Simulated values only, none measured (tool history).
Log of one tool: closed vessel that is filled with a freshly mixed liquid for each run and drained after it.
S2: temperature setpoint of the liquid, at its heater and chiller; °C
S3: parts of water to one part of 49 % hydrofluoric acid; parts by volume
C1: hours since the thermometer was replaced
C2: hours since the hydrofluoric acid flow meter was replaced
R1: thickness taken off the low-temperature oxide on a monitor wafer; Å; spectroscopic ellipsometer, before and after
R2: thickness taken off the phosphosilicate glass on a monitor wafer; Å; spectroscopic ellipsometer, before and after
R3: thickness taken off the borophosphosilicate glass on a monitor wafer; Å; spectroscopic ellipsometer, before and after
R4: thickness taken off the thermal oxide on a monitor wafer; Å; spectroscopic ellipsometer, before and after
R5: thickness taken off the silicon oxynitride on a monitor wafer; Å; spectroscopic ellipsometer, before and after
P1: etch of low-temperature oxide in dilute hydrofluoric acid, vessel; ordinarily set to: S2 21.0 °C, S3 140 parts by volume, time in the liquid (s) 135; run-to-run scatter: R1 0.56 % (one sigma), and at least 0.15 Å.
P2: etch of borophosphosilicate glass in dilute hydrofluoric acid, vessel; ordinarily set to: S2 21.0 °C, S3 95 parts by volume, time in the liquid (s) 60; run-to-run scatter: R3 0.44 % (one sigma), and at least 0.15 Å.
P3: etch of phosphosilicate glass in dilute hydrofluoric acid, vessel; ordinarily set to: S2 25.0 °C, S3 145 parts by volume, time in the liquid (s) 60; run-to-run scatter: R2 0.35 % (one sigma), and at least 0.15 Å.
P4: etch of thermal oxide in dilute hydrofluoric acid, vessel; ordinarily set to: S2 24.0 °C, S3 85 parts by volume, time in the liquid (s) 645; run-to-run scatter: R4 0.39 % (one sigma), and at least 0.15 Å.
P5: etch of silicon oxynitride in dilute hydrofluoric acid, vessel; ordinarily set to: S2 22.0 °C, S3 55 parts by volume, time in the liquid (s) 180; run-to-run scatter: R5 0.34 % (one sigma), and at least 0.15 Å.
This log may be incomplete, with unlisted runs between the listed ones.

Run 1, day 0.346: process that ran P1, S2 21.0 °C, S3 140 parts by volume, time in the liquid (s) 135; C1 1096.0; C2 1096.7. Result: R1 128.590 Å.
Run 2, day 0.646: process that ran P1, S2 21.0 °C, S3 140 parts by volume, time in the liquid (s) 135; C1 1103.2; C2 1103.9. Result: R1 129.050 Å.
Run 3, day 0.983: process that ran P3, S2 25.0 °C, S3 145 parts by volume, time in the liquid (s) 60; C1 1111.3; C2 1112.0. Result: R2 610.29 Å.
Run 4, day 1.242: process that ran P1, S2 21.0 °C, S3 140 parts by volume, time in the liquid (s) 135; C1 1117.5; C2 1118.2. Result: R1 128.640 Å.
Run 5, day 1.454: process that ran P2, S2 21.0 °C, S3 95 parts by volume, time in the liquid (s) 60; C1 1122.6; C2 1123.3. Result: R3 440.64 Å.
Run 6, day 1.704: process that ran P1, S2 21.0 °C, S3 70 parts by volume, time in the liquid (s) 245; C1 1128.6; C2 1129.3. Result: R1 507.450 Å.
Run 7, day 2.004: process that ran P1, S2 21.0 °C, S3 140 parts by volume, time in the liquid (s) 135; C1 1135.8; C2 1136.5. Result: R1 128.840 Å.
Run 8, day 2.267: process that ran P2, S2 21.0 °C, S3 95 parts by volume, time in the liquid (s) 105; C1 1142.1; C2 1142.8. Result: R3 769.15 Å.
Run 9, day 2.546: process that ran P1, S2 21.0 °C, S3 140 parts by volume, time in the liquid (s) 30; C1 1148.8; C2 1149.5. Result: R1 28.344 Å.
Run 10, day 2.883: process that ran P4, S2 24.0 °C, S3 85 parts by volume, time in the liquid (s) 645; C1 1156.9; C2 1157.6. Result: R4 376.89 Å.
Run 11, day 3.225: process that ran P1, S2 21.0 °C, S3 140 parts by volume, time in the liquid (s) 250; C1 1165.1; C2 1165.8. Result: R1 235.260 Å.
Run 12, day 3.442: process that ran P3, S2 25.0 °C, S3 260 parts by volume, time in the liquid (s) 60; C1 1170.3; C2 1171.0. Result: R2 297.90 Å.
Run 13, day 3.750: process that ran P3, S2 18.0 °C, S3 145 parts by volume, time in the liquid (s) 60; C1 1177.7; C2 1178.4. Result: R2 462.72 Å.
Run 14, day 3.938: process that ran P2, S2 28.0 °C, S3 95 parts by volume, time in the liquid (s) 60; C1 1182.2; C2 1182.9. Result: R3 583.66 Å.
Run 15, day 4.125: process that ran P4, S2 24.0 °C, S3 150 parts by volume, time in the liquid (s) 645; C1 1186.7; C2 1187.4. Result: R4 197.96 Å.
At day 4.275: thermometer replaced.
Run 16, day 4.462: process that ran P5, S2 22.0 °C, S3 55 parts by volume, time in the liquid (s) 270; C1 4.6; C2 1195.5. Result: R5 137.060 Å.
Run 17, day 4.754: process that ran P1, S2 21.0 °C, S3 230 parts by volume, time in the liquid (s) 240; C1 11.6; C2 1202.5. Result: R1 127.220 Å.
Run 18, day 5.058: process that ran P1, S2 27.5 °C, S3 140 parts by volume, time in the liquid (s) 135; C1 18.9; C2 1209.8. Result: R1 164.460 Å.
Run 19, day 5.312: process that ran P1, S2 27.0 °C, S3 140 parts by volume, time in the liquid (s) 40; C1 25.0; C2 1215.9. Result: R1 48.033 Å.
Run 20, day 5.604: process that ran P1, S2 17.0 °C, S3 140 parts by volume, time in the liquid (s) 135; C1 32.0; C2 1222.9. Result: R1 108.300 Å.
Run 21, day 5.788: process that ran P1, S2 21.0 °C, S3 195 parts by volume, time in the liquid (s) 135; C1 36.4; C2 1227.3. Result: R1 87.260 Å.
Run 22, day 6.146: process that ran P4, S2 20.5 °C, S3 85 parts by volume, time in the liquid (s) 645; C1 45.0; C2 1235.9. Result: R4 327.13 Å.
Run 23, day 6.333: process that ran P2, S2 21.0 °C, S3 30 parts by volume, time in the liquid (s) 60; C1 49.5; C2 1240.4. Result: R3 1517.60 Å.
Run 24, day 6.583: process that ran P1, S2 21.0 °C, S3 30 parts by volume, time in the liquid (s) 135; C1 55.5; C2 1246.4. Result: R1 679.350 Å.
Run 25, day 6.746: process that ran P4, S2 24.0 °C, S3 85 parts by volume, time in the liquid (s) 645; C1 59.4; C2 1250.3. Result: R4 377.35 Å.
Run 26, day 7.088: process that ran P5, S2 17.0 °C, S3 55 parts by volume, time in the liquid (s) 180; C1 67.6; C2 1258.5. Result: R5 70.890 Å.
Run 27, day 7.421: process that ran P1, S2 21.0 °C, S3 140 parts by volume, time in the liquid (s) 135; C1 75.6; C2 1266.5. Result: R1 129.130 Å.
Run 28, day 7.742: process that ran P1, S2 21.0 °C, S3 140 parts by volume, time in the liquid (s) 135; C1 83.3; C2 1274.2. Result: R1 128.430 Å.
Run 29, day 7.942: process that ran P2, S2 21.0 °C, S3 95 parts by volume, time in the liquid (s) 60; C1 88.1; C2 1279.0. Result: R3 440.24 Å.
Run 30, day 8.208: process that ran P5, S2 22.0 °C, S3 55 parts by volume, time in the liquid (s) 180; C1 94.5; C2 1285.4. Result: R5 90.902 Å.
Run 31, day 8.521: process that ran P5, S2 22.0 °C, S3 55 parts by volume, time in the liquid (s) 180; C1 102.0; C2 1292.9. Result: R5 91.199 Å.
Run 32, day 8.767: process that ran P3, S2 25.0 °C, S3 145 parts by volume, time in the liquid (s) 30; C1 107.9; C2 1298.8. Result: R2 305.90 Å.
Run 33, day 8.946: process that ran P5, S2 22.0 °C, S3 20 parts by volume, time in the liquid (s) 180; C1 112.2; C2 1303.1. Result: R5 256.550 Å.
Run 34, day 9.304: process that ran P4, S2 24.0 °C, S3 85 parts by volume, time in the liquid (s) 1285; C1 120.8; C2 1311.7. Result: R4 746.45 Å.
Run 35, day 9.629: process that ran P1, S2 21.0 °C, S3 140 parts by volume, time in the liquid (s) 135; C1 128.6; C2 1319.5. Result: R1 127.710 Å.
Run 36, day 9.792: process that ran P1, S2 21.0 °C, S3 140 parts by volume, time in the liquid (s) 135; C1 132.5; C2 1323.4. Result: R1 123.500 Å.
Run 37, day 9.975: process that ran P1, S2 21.0 °C, S3 140 parts by volume, time in the liquid (s) 135; C1 136.9; C2 1327.8. Result: R1 121.910 Å.
Run 38, day 10.225: process that ran P1, S2 21.0 °C, S3 140 parts by volume, time in the liquid (s) 135; C1 142.9; C2 1333.8. Result: R1 121.320 Å.
Run 39, day 10.512: process that ran P1, S2 21.0 °C, S3 140 parts by volume, time in the liquid (s) 135; C1 149.8; C2 1340.7. Result: R1 119.040 Å.
Run 40, day 10.862: process that ran P1, S2 21.0 °C, S3 140 parts by volume, time in the liquid (s) 135; C1 158.2; C2 1349.1. Result: R1 117.130 Å.
Run 41, day 11.088: process that ran P1, S2 21.0 °C, S3 140 parts by volume, time in the liquid (s) 135; C1 163.6; C2 1354.5. Result: R1 118.280 Å.

P1 no longer gives what it gave before; its output has crept away from where it was. The following 2 causes, each at its listed size, fit the log equally well:
A: hydrofluoric acid flow below the setpoint (%) = 6.8
B: liquid colder than its thermometer reads (K) = 2.04
The creep began at about day 9.629.

4 check runs are offered, one wafer each, their results left as question marks. Which one tells the causes apart?
Run check 1, day 11.312: process that ran P3, S2 18.5 °C, S3 240 parts by volume, time in the liquid (s) 60. Result: R2 ?.
Run check 2, day 11.312: process that ran P4, S2 24.0 °C, S3 145 parts by volume, time in the liquid (s) 930. Result: R4 ?.
Run check 3, day 11.312: process that ran P5, S2 18.0 °C, S3 55 parts by volume, time in the liquid (s) 180. Result: R5 ?.
Run check 4, day 11.312: process that ran P2, S2 28.0 °C, S3 40 parts by volume, time in the liquid (s) 60. Result: R3 ?.

If the cause were each of the candidates in turn, the checks would give the following:
  check  result     if A     if B
check 1      R2   238.36   240.03
check 2      R4   272.64   273.58
check 3      R5   69.260   67.093
check 4      R3  1393.70  1382.70
Per-check spread between the two closest causes, in the result where they differ most: check 1 0.7 %; check 2 0.35 %; check 3 3.18 %; check 4 0.79 %
Only check 3 tells the causes apart: in the others they would give nearly the same result.

Check 3 was then run and gave: R5 67.059 Å. Which cause is it?

Of the candidate causes, it is B: liquid colder than its thermometer reads (K).

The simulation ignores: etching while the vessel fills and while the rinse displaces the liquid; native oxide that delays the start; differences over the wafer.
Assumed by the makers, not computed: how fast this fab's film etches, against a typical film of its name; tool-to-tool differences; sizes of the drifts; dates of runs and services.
